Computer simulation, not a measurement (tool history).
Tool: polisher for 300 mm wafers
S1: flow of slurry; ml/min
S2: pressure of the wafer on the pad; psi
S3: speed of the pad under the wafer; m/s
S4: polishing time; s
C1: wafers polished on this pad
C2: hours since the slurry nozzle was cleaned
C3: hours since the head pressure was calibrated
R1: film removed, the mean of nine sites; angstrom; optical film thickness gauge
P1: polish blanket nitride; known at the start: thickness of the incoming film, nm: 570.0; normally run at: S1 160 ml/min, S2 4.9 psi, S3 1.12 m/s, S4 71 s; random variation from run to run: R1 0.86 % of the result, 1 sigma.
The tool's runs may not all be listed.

run	day	S1	S2	S3	S4	C1	C2	C3	R1
1	0.438	160	4.9	1.12	71	366	132.6	765.1	2045.80
2	0.917	200	6.4	1.12	71	460	144.1	776.6	2776.00
3	1.496	160	2.2	1.12	71	574	158.0	790.5	913.72
4	2.175	160	4.9	1.12	34	707	174.3	806.8	976.99
5	2.704	160	7.7	1.12	71	810	187.0	819.5	3256.80
6	3.188	160	4.9	1.70	71	905	198.6	831.1	2840.30
7	3.525	95	4.9	1.12	71	971	206.7	839.2	1804.50
# day 4.008: slurry nozzle cleaned
8	4.117	160	4.9	1.12	71	1087	2.7	853.4	2042.00
9	4.471	160	4.9	1.12	71	1156	11.2	861.9	2017.60
10	5.138	160	4.9	1.12	71	1287	27.2	877.9	2023.20
11	5.554	160	4.9	0.72	71	1368	37.2	887.9	1445.90
12	6.067	160	6.1	0.66	71	1469	49.5	900.2	1674.50
13	6.646	160	4.9	1.12	112	1582	63.4	914.1	3279.00
14	7.288	160	4.9	1.12	71	1708	78.8	929.5	2047.30
15	7.592	205	4.9	1.12	71	1767	86.1	936.8	2124.40
16	8.204	160	4.9	1.12	71	1887	100.8	951.5	2049.20
17	8.792	160	4.9	1.12	71	2002	114.9	965.6	1961.10
18	9.304	160	4.9	1.12	71	2103	127.2	977.9	1910.10
19	9.838	160	4.9	1.12	71	2207	140.0	990.7	1914.20
20	10.412	160	4.9	1.12	71	2320	153.8	1004.5	1850.80
21	10.888	160	4.9	1.12	71	2413	165.2	1015.9	1855.60
# day 10.929: worn pad replaced by a new one
22	11.467	160	4.9	1.12	71	105	179.1	1029.8	1853.00
23	11.958	160	4.9	1.12	71	201	190.9	1041.6	1854.50

What P1 gives has crept away from where it was. These 2 causes fit the log equally well, each at the size given:
A: head's pressure below its setpoint, % = 9.55
B: slurry flow missing at the pad, % = 38.4
The creep began at about day 8.204.
Why every other cause is out:
removal rate lost through wear of the pad, %: serviced at day 10.929, which brought nothing back

4 check runs are offered, each on 2 wafers whose results are averaged, their results left as question marks. Which one tells the causes apart?
check 1	12.450	160	7.3	1.12	71				?
check 2	12.450	160	7.0	1.62	71				?
check 3	12.450	160	2.6	1.64	71				?
check 4	12.450	95	3.6	1.12	71				?

What each check would give under each cause:
check	result	if A	if B
check 1	R1	2748.30	2748.90
check 2	R1	3540.60	3541.30
check 3	R1	1328.00	1328.30
check 4	R1	1214.50	1146.70
How far apart the two closest causes lie, in the result that separates them most: check 1 0.02 %; check 2 0.02 %; check 3 0.02 %; check 4 5.74 %
Only check 4 tells the causes apart: in the others they would give nearly the same result.

Check 4 was then run and gave: R1 1209.50 angstrom. Which cause is it?

It is A: head's pressure below its setpoint, %.
